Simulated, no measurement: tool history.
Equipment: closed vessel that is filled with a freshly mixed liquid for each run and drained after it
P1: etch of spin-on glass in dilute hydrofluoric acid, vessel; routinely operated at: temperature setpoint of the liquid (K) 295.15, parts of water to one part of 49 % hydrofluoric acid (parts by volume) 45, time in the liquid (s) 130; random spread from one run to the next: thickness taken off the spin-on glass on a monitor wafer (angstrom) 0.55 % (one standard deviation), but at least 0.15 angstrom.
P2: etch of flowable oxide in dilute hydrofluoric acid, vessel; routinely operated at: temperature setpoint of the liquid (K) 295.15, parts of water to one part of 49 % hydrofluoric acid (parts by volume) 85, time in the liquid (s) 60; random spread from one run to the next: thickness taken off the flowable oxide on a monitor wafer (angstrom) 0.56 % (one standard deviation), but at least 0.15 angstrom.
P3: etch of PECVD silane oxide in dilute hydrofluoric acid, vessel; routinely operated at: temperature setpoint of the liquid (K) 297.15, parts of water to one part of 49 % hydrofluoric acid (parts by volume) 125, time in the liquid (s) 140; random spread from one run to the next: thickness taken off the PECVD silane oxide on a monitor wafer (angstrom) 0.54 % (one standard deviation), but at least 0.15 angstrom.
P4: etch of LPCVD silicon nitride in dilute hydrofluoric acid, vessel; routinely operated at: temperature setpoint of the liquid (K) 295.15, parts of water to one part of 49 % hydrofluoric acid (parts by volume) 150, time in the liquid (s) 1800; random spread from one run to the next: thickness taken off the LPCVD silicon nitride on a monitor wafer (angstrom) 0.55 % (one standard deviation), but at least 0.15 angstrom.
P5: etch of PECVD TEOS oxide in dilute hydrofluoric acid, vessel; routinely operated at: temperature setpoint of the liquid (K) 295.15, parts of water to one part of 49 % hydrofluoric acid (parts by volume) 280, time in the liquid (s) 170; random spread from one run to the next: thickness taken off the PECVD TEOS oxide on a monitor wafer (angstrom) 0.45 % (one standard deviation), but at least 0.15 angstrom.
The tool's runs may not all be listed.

run	hour	process that ran	temperature setpoint of the liquid (K)	parts of water to one part of 49 % hydrofluoric acid (parts by volume)	time in the liquid (s)	thickness taken off the spin-on glass on a monitor wafer (angstrom)	thickness taken off the LPCVD silicon nitride on a monitor wafer (angstrom)	thickness taken off the PECVD silane oxide on a monitor wafer (angstrom)	thickness taken off the PECVD TEOS oxide on a monitor wafer (angstrom)	thickness taken off the flowable oxide on a monitor wafer (angstrom)
1	7.5	P1	295.15	45	130	588.37				
2	15.1	P4	295.15	150	1800		48.696			
3	23.8	P3	297.15	125	60			228.61		
4	36.1	P1	295.15	45	130	589.92				
5	42.6	P1	290.15	45	130	475.49				
6	52.6	P4	295.15	35	1800		204.16			
7	65.6	P1	299.65	45	130	714.45				
8	73.1	P5	303.15	280	170				69.148	
9	88.1	P5	295.15	280	75				23.071	
10	99	P5	295.15	280	170				52.505	
11	112.5	P5	295.15	85	170				214.23	
# hour 118.9: thermometer replaced
12	120.3	P1	295.15	45	130	588.28				
13	127.3	P1	295.15	75	35	91.259				
14	138.6	P1	295.15	45	255	1148.5				
15	153.4	P1	295.15	45	130	589.14				
16	166.5	P1	290.15	45	195	708.08				
17	177.5	P2	295.15	85	60					268.97
18	186.4	P3	297.15	205	140			301.5		
19	198.8	P1	295.15	65	130	393.93				
20	206.4	P1	295.15	20	130	1376.5				
21	218.3	P3	292.65	125	140			453.68		
22	227.8	P4	295.15	150	2920		78.76			
23	234.4	P2	295.15	85	30					135.21
24	244.6	P3	297.15	125	140			530.51		
25	255.4	P2	300.15	85	60					333.39
26	264.8	P3	297.15	125	140			534.3		
27	274.2	P4	290.65	150	1800		36.523			
28	284	P2	295.15	30	60					809.01
29	298.3	P4	295.15	150	1800		49.267			
30	311.9	P1	295.15	45	70	317.95				
31	323.6	P1	295.15	45	130	592.38				
32	332.9	P1	295.15	45	130	573.93				
33	339.6	P1	295.15	45	130	566.53				
34	351.7	P1	295.15	45	130	562.05				
35	359.7	P1	295.15	45	130	558.67				
36	368.2	P1	295.15	45	130	551.43				
37	381.7	P1	295.15	45	130	559.21				
38	395.3	P1	295.15	45	130	553.55				
39	405.6	P1	295.15	45	130	551.11				
40	419.1	P1	295.15	45	130	545.83				

Compared with where it was, what P1 gives has crept away. Each cause listed below fits the log as well as the rest, at the size given for it:
A: hydrofluoric acid flow below the setpoint (%) = 6.24
B: liquid colder than its thermometer reads (K) = 1.62
The gradual shift began around hour 323.6.

Which of the 4 check runs listed below separates the causes, so that each cause would produce a clearly different result? Each run uses one wafer, and its results are marked with question marks.
check 1	432.6	P3	293.65	125	140			?		
check 2	432.6	P2	295.15	45	30					?
check 3	432.6	P4	295.15	60	1800		?			
check 4	432.6	P5	295.15	120	170				?	

How each check would come out, cause by cause:
check	result	if A	if B
check 1	thickness taken off the PECVD silane oxide on a monitor wafer (angstrom)	434.62	438.01
check 2	thickness taken off the flowable oxide on a monitor wafer (angstrom)	250.52	250.44
check 3	thickness taken off the LPCVD silicon nitride on a monitor wafer (angstrom)	113	107.69
check 4	thickness taken off the PECVD TEOS oxide on a monitor wafer (angstrom)	134.67	135.82
Per-check spread between the two closest causes, in the result where they differ most: check 1 0.78 %; check 2 0.03 %; check 3 4.81 %; check 4 0.85 %
The other checks would show nearly matching results whichever cause is true, so check 3 is the only one that separates the causes.

Check 3 was carried out, with these results: thickness taken off the LPCVD silicon nitride on a monitor wafer (angstrom) 106.79. Which of the listed causes is responsible?

Of the candidate causes, it is B: liquid colder than its thermometer reads (K).
